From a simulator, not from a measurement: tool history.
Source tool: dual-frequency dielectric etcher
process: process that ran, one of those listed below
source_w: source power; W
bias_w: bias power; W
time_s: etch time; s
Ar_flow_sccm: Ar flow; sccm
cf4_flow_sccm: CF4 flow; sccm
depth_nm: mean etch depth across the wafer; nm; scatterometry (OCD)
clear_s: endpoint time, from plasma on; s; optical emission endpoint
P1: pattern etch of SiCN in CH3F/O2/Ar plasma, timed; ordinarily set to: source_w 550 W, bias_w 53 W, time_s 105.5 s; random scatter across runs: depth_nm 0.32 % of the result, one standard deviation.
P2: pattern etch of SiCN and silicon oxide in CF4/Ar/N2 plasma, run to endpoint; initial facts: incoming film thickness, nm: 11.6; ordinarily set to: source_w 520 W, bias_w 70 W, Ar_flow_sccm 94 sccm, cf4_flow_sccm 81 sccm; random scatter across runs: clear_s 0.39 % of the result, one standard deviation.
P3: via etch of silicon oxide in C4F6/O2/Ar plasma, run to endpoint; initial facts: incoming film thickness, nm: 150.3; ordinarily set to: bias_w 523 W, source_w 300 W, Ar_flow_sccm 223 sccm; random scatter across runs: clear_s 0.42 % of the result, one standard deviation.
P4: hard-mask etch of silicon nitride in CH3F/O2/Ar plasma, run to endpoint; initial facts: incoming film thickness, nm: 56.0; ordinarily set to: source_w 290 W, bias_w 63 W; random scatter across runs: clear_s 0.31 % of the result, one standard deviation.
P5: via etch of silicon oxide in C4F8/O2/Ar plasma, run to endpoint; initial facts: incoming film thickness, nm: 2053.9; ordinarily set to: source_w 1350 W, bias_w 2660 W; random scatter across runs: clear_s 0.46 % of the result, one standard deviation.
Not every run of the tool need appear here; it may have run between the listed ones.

run   hour  process  source_w  bias_w  time_s  Ar_flow_sccm  cf4_flow_sccm  hours since the last wet clean  hours since the last source power generator calibration  hours since the last bias power generator calibration  depth_nm  clear_s
  1    4.7       P1       550      53   105.5                                                        270.4                                                   1054.5                                                    900    40.569
  2   12.4       P1       360      53   105.5                                                        278.1                                                   1062.2                                                  907.7    34.443
  3   18.2       P1       410      40   105.5                                                        283.9                                                     1068                                                  913.5     33.02
  4   24.2       P5      1910    2660                                                                289.9                                                     1074                                                  919.5             375.29
  5   33.7       P2       520      70                    94             97                           299.4                                                   1083.5                                                    929             11.314
  6   41.4       P1       550      53      64                                                        307.1                                                   1091.2                                                  936.7    24.374
  7   50.9       P2       520      70                    94             81                           316.6                                                   1100.7                                                  946.2              11.62
  8   57.9       P1       550      53     143                                                        323.6                                                   1107.7                                                  953.2    54.901
  9   64.5       P4       350      63                                                                330.2                                                   1114.3                                                  959.8             88.511
 10   71.1       P4       290      83                                                                336.8                                                   1120.9                                                  966.4             86.186
 11   80.2       P5      1350    2009                                                                345.9                                                     1130                                                  975.5             472.52
 12   84.3       P5      1350    2660                                                                  350                                                   1134.1                                                  979.6             430.65
 13   91.9       P3       300     737                   223                                          357.6                                                   1141.7                                                  987.2             31.294
 14  100.1       P4       290      63                                                                365.8                                                   1149.9                                                  995.4             95.298
 15  104.5       P1       550      72   105.5                                                        370.2                                                   1154.3                                                  999.8    44.593
 16  112.5       P3       300     523                   169                                          378.2                                                   1162.3                                                 1007.8             34.704
     113.5  -- bias power generator calibrated
 17    120       P1       550      53   105.5                                                        385.7                                                   1169.8                                                    6.5    40.423
 18    125       P1       730      53      66                                                        390.7                                                   1174.8                                                   11.5    28.219
 19  130.2       P1       550      38   105.5                                                        395.9                                                     1180                                                   16.7    36.699
 20  136.6       P5      1350    2660                                                                402.3                                                   1186.4                                                   23.1             431.18
 21  143.7       P1       550      53   105.5                                                        409.4                                                   1193.5                                                   30.2    40.498
 22  150.8       P2       520      70                    94             81                           416.5                                                   1200.6                                                   37.3             11.665
 23  160.2       P2       630      70                    94             81                           425.9                                                     1210                                                   46.7             9.8421
 24  164.8       P3       170     523                   223                                          430.5                                                   1214.6                                                   51.3             43.764
 25  170.6       P4       290      63                                                                436.3                                                   1220.4                                                   57.1             95.237
 26    180       P2       520      70                   122             81                           445.7                                                   1229.8                                                   66.5             12.044
 27  187.4       P1       550      53   105.5                                                        453.1                                                   1237.2                                                   73.9    40.471
 28  194.1       P3       300     523                   223                                          459.8                                                   1243.9                                                   80.6             35.367
 29  203.5       P1       550      64    70.5                                                        469.2                                                   1253.3                                                     90    28.767
 30    208       P1       750      53   105.5                                                        473.7                                                   1257.8                                                   94.5    45.456
 31  214.5       P2       520      92                    94             81                           480.2                                                   1264.3                                                    101             10.643
 32  221.2       P1       550      53   105.5                                                        486.9                                                     1271                                                  107.7    40.706
 33  226.6       P1       550      53   105.5                                                        492.3                                                   1276.4                                                  113.1    40.388
 34    233       P1       550      53   105.5                                                        498.7                                                   1282.8                                                  119.5    40.428
 35  242.4       P1       550      53   105.5                                                        508.1                                                   1292.2                                                  128.9    40.067
 36    252       P1       550      53   105.5                                                        517.7                                                   1301.8                                                  138.5    40.017
 37  260.3       P1       550      53   105.5                                                          526                                                   1310.1                                                  146.8    39.984
     264.4  -- wet clean of the chamber
 38  266.4       P1       550      53   105.5                                                            2                                                   1316.2                                                  152.9    39.657
 39  273.8       P1       550      53   105.5                                                          9.4                                                   1323.6                                                  160.3    39.728
 40  278.2       P1       550      53   105.5                                                         13.8                                                     1328                                                  164.7     39.71
 41  286.4       P1       550      53   105.5                                                           22                                                   1336.2                                                  172.9    39.809
 42  292.1       P1       550      53   105.5                                                         27.7                                                   1341.9                                                  178.6    39.901

The output of P1 has drifted from where it used to be. Each of the 2 causes below, taken at the size shown beside it, accounts for the log equally well:
A: source power that arrives under what is set, % = 4.01
B: bias power that arrives under what is set, % = 4.88
The onset of the drift is placed at about hour 226.6.
Other possible causes, and why each is ruled out:
chamber walls in a state that lowers the etch rate, %: serviced after onset, at hour 264.4, with no recovery of the prior output

You are offered 4 check runs, listed below with question marks in place of their results; each one averages 2 wafers. Which run separates the listed causes by giving clearly different results for each?
check 1  297.8       P2       520      70                    94             81                                                                                                                                                                  ?
check 2  297.8       P4       290      63                                                                                                                                                                                                       ?
check 3  297.8       P3       300     523                   223                                                                                                                                                                                 ?
check 4  297.8       P5      1350    2660                                                                                                                                                                                                       ?

How each check would come out, cause by cause:
  check   result    if A    if B
check 1  clear_s  12.042  11.799
check 2  clear_s  96.645  96.783
check 3  clear_s  36.237  36.383
check 4  clear_s  440.29   440.1
Separation of the two closest causes in each check, using whichever result separates them best: check 1 2.03 %; check 2 0.14 %; check 3 0.4 %; check 4 0.04 %
Check 1 tells the causes apart: in the others they would give nearly the same result.

Then check 1 was run and gave: clear_s 11.82 s. Which cause is it?

The cause is B: bias power that arrives under what is set, %.
